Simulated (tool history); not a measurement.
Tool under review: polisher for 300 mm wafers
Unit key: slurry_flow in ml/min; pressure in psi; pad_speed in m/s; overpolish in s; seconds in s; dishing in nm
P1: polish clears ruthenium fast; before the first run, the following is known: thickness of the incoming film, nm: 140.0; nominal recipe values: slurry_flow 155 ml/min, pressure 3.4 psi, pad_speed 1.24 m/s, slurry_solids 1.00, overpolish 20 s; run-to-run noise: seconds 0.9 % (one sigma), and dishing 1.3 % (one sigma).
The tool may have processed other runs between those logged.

| run | hour | slurry_flow | pressure | pad_speed | slurry_solids | overpolish | wafers polished on this pad | hours since the slurry nozzle was cleaned | hours since the head pressure was calibrated | hours since the slurry blender was calibrated | seconds | dishing |
|---|---|---|---|---|---|---|---|---|---|---|---|---|
| 1 | 9.3 | 155 | 3.4 | 1.24 | 1.00 | 20 | 586 | 167.6 | 290.1 | 105.4 | 18.560 | 101.910 |
| 2 | 23.0 | 155 | 3.4 | 1.24 | 1.35 | 20 | 712 | 181.3 | 303.8 | 119.1 | 16.133 | 108.720 |
| 3 | 39.9 | 155 | 3.4 | 1.24 | 1.00 | 20 | 868 | 198.2 | 320.7 | 136.0 | 18.638 | 100.840 |
| 4 | 50.1 | 155 | 3.4 | 1.24 | 0.70 | 20 | 961 | 208.4 | 330.9 | 146.2 | 22.398 | 88.701 |
| 5 | 64.4 | 155 | 3.4 | 1.24 | 1.00 | 34 | 1093 | 222.7 | 345.2 | 160.5 | 18.484 | 145.510 |
| 6 | 82.0 | 155 | 3.4 | 1.80 | 1.00 | 20 | 1254 | 240.3 | 362.8 | 178.1 | 12.644 | 131.560 |
|  | 92.8 | worn pad replaced by a new one |
| 7 | 99.7 | 155 | 3.4 | 0.84 | 1.00 | 20 | 63 | 258.0 | 380.5 | 195.8 | 27.103 | 74.840 |
| 8 | 112.1 | 240 | 3.4 | 1.24 | 1.00 | 20 | 177 | 270.4 | 392.9 | 208.2 | 17.663 | 106.580 |
| 9 | 130.6 | 155 | 3.4 | 1.24 | 1.00 | 20 | 347 | 288.9 | 411.4 | 226.7 | 18.295 | 102.370 |
| 10 | 139.9 | 155 | 3.4 | 1.24 | 1.00 | 20 | 433 | 298.2 | 420.7 | 236.0 | 18.458 | 102.090 |
| 11 | 149.3 | 95 | 3.4 | 1.24 | 1.00 | 20 | 519 | 307.6 | 430.1 | 245.4 | 20.318 | 92.488 |
| 12 | 158.1 | 240 | 3.4 | 0.80 | 1.00 | 20 | 600 | 316.4 | 438.9 | 254.2 | 26.846 | 74.054 |
| 13 | 168.2 | 155 | 3.4 | 1.24 | 1.00 | 6 | 693 | 326.5 | 449.0 | 264.3 | 18.668 | 35.589 |
| 14 | 176.6 | 155 | 3.4 | 1.24 | 1.00 | 20 | 770 | 334.9 | 457.4 | 272.7 | 18.423 | 101.080 |
|  | 180.8 | slurry nozzle cleaned |
| 15 | 193.3 | 155 | 5.2 | 1.24 | 1.00 | 20 | 924 | 12.6 | 474.1 | 289.4 | 12.207 | 137.050 |
| 16 | 209.8 | 155 | 3.4 | 1.24 | 0.55 | 39 | 1075 | 29.1 | 490.6 | 305.9 | 25.743 | 128.030 |
| 17 | 222.5 | 155 | 1.5 | 1.24 | 1.00 | 20 | 1192 | 41.8 | 503.3 | 318.6 | 42.006 | 51.443 |
| 18 | 239.0 | 155 | 3.4 | 1.24 | 1.00 | 20 | 1343 | 58.3 | 519.8 | 335.1 | 18.648 | 99.838 |
| 19 | 249.9 | 155 | 3.4 | 1.24 | 1.00 | 20 | 1444 | 69.2 | 530.7 | 346.0 | 18.723 | 98.947 |
| 20 | 267.4 | 155 | 3.4 | 1.24 | 1.00 | 20 | 1604 | 86.7 | 548.2 | 363.5 | 19.277 | 97.259 |
| 21 | 282.2 | 155 | 3.4 | 1.24 | 1.00 | 20 | 1740 | 101.5 | 563.0 | 378.3 | 19.570 | 98.114 |
|  | 292.9 | worn pad replaced by a new one |
| 22 | 299.9 | 155 | 3.4 | 1.24 | 1.00 | 20 | 65 | 119.2 | 580.7 | 396.0 | 20.423 | 96.249 |
| 23 | 315.6 | 155 | 3.4 | 1.24 | 1.00 | 20 | 209 | 134.9 | 596.4 | 411.7 | 20.066 | 98.254 |
| 24 | 330.8 | 155 | 3.4 | 1.24 | 1.00 | 20 | 349 | 150.1 | 611.6 | 426.9 | 19.887 | 94.299 |
|  | 331.4 | head pressure recalibrated |
| 25 | 342.0 | 155 | 3.4 | 1.24 | 1.00 | 20 | 451 | 161.3 | 10.7 | 438.1 | 20.058 | 92.059 |
| 26 | 355.2 | 155 | 3.4 | 1.24 | 1.00 | 20 | 573 | 174.5 | 23.9 | 451.3 | 20.445 | 95.520 |
| 27 | 368.5 | 155 | 3.4 | 1.24 | 1.00 | 20 | 695 | 187.8 | 37.2 | 464.6 | 20.322 | 93.293 |
| 28 | 377.8 | 155 | 3.4 | 1.24 | 1.00 | 20 | 780 | 197.1 | 46.5 | 473.9 | 20.412 | 94.392 |

P1 has crept away from where it was. The log is fitted equally well by each of these 2 causes, at the sizes shown:
A: abrasive missing from the slurry, % = 17.5
B: slurry flow missing at the pad, % = 36.1
Onset of the creep was near hour 239.0.
Each remaining cause and why it is not a fit:
removal rate lost through wear of the pad, %: was serviced at hour 292.9, once the creep was under way, yet the earlier output never came back
head's pressure below its setpoint, %: was serviced at hour 331.4, once the creep was under way, yet the earlier output never came back

4 check runs are offered, each on 5 wafers whose results are averaged, their results left as question marks. Which one tells the causes apart?
| check 1 | 387.1 | 235 | 3.4 | 1.24 | 1.00 | 20 |  |  |  |  | ? | ? |
| check 2 | 387.1 | 155 | 5.2 | 1.24 | 1.20 | 20 |  |  |  |  | ? | ? |
| check 3 | 387.1 | 155 | 3.4 | 0.96 | 1.00 | 20 |  |  |  |  | ? | ? |
| check 4 | 387.1 | 155 | 3.4 | 1.24 | 1.00 | 33 |  |  |  |  | ? | ? |

Check results expected under each cause:
| check | result | if A | if B |
|---|---|---|---|
| check 1 | seconds | 19.153 | 18.600 |
| check 1 | dishing | 98.341 | 100.500 |
| check 2 | seconds | 12.152 | 12.259 |
| check 2 | dishing | 134.540 | 133.800 |
| check 3 | seconds | 26.201 | 26.203 |
| check 3 | dishing | 77.019 | 77.013 |
| check 4 | seconds | 20.285 | 20.287 |
| check 4 | dishing | 133.570 | 133.560 |
Distance between the nearest two causes, measured in the result of the check that separates them most: check 1 2.93 %; check 2 0.88 %; check 3 0.01 %; check 4 0.01 %
The other checks would show nearly matching results whichever cause is true, so check 1 is the only one that separates the causes.

With check 1 done, the readings were: seconds 19.160 s; dishing 98.142 nm. Identify which of the listed causes applies.

It was cause A: abrasive missing from the slurry, %.
